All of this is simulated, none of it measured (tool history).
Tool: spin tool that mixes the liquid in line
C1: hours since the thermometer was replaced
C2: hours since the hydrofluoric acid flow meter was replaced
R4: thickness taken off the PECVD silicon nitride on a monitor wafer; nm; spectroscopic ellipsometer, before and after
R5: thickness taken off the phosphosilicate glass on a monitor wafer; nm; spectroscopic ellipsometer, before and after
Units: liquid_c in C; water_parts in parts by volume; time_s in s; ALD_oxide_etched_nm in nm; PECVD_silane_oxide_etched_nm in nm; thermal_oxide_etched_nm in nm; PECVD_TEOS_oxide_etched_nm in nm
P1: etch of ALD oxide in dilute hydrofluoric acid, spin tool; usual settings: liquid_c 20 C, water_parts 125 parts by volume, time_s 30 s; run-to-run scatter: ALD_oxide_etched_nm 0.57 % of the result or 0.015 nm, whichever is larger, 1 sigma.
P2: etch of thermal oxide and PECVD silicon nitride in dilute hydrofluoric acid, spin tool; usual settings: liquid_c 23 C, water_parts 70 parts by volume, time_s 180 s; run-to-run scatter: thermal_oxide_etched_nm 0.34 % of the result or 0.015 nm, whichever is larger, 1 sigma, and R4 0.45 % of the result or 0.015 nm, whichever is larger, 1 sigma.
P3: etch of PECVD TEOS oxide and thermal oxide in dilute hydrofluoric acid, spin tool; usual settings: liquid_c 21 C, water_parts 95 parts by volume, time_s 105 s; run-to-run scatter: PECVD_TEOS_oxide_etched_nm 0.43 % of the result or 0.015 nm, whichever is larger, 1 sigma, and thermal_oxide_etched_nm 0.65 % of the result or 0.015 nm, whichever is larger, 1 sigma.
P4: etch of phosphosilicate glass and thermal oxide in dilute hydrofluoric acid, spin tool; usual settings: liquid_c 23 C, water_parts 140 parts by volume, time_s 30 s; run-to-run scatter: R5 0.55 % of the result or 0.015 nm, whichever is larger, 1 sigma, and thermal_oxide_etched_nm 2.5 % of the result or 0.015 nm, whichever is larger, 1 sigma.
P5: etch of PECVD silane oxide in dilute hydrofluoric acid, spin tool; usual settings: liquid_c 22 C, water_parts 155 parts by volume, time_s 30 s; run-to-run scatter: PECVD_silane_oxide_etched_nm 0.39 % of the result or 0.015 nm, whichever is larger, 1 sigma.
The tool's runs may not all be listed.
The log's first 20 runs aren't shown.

{"run": 21, "hour": 150.2, "process": "P2", "liquid_c": 23, "water_parts": 70, "time_s": 95, "C1": 1679, "C2": 1044.1, "thermal_oxide_etched_nm": 6.5656, "R4": 3.4857}
{"run": 22, "hour": 155.7, "process": "P5", "liquid_c": 17.5, "water_parts": 155, "time_s": 30, "C1": 1684.5, "C2": 1049.6, "PECVD_silane_oxide_etched_nm": 6.9746}
{"run": 23, "hour": 162.6, "process": "P3", "liquid_c": 21, "water_parts": 20, "time_s": 105, "C1": 1691.4, "C2": 1056.5, "thermal_oxide_etched_nm": 23.743, "PECVD_TEOS_oxide_etched_nm": 143.14}
{"run": 24, "hour": 171.9, "process": "P5", "liquid_c": 22, "water_parts": 155, "time_s": 15, "C1": 1700.7, "C2": 1065.8, "PECVD_silane_oxide_etched_nm": 4.168}
{"run": 25, "hour": 178.2, "process": "P1", "liquid_c": 27.5, "water_parts": 125, "time_s": 30, "C1": 1707, "C2": 1072.1, "ALD_oxide_etched_nm": 8.7577}
{"run": 26, "hour": 183.8, "process": "P1", "liquid_c": 17, "water_parts": 125, "time_s": 30, "C1": 1712.6, "C2": 1077.7, "ALD_oxide_etched_nm": 5.7721}
{"run": 27, "hour": 190.3, "process": "P2", "liquid_c": 23, "water_parts": 105, "time_s": 180, "C1": 1719.1, "C2": 1084.2, "thermal_oxide_etched_nm": 7.9387, "R4": 4.4254}
{"run": 28, "hour": 196.1, "process": "P3", "liquid_c": 21, "water_parts": 95, "time_s": 30, "C1": 1724.9, "C2": 1090, "thermal_oxide_etched_nm": 1.3135, "PECVD_TEOS_oxide_etched_nm": 7.8519}
{"run": 29, "hour": 202.7, "process": "P1", "liquid_c": 20, "water_parts": 125, "time_s": 30, "C1": 1731.5, "C2": 1096.6, "ALD_oxide_etched_nm": 6.4643}
{"run": 30, "hour": 210.8, "process": "P1", "liquid_c": 20, "water_parts": 190, "time_s": 30, "C1": 1739.6, "C2": 1104.7, "ALD_oxide_etched_nm": 4.0094}
{"run": 31, "hour": 219.5, "process": "P5", "liquid_c": 22, "water_parts": 215, "time_s": 30, "C1": 1748.3, "C2": 1113.4, "PECVD_silane_oxide_etched_nm": 5.7087}
{"run": 32, "hour": 226.9, "process": "P1", "liquid_c": 20, "water_parts": 70, "time_s": 30, "C1": 1755.7, "C2": 1120.8, "ALD_oxide_etched_nm": 12.407}

Forecast run 33:
{"run": 33, "hour": 234.3, "process": "P1", "liquid_c": 20, "water_parts": 125, "time_s": 30, "C1": 1763.1, "C2": 1128.2, "ALD_oxide_etched_nm": "?"}

ALD_oxide_etched_nm: 6.404 nm
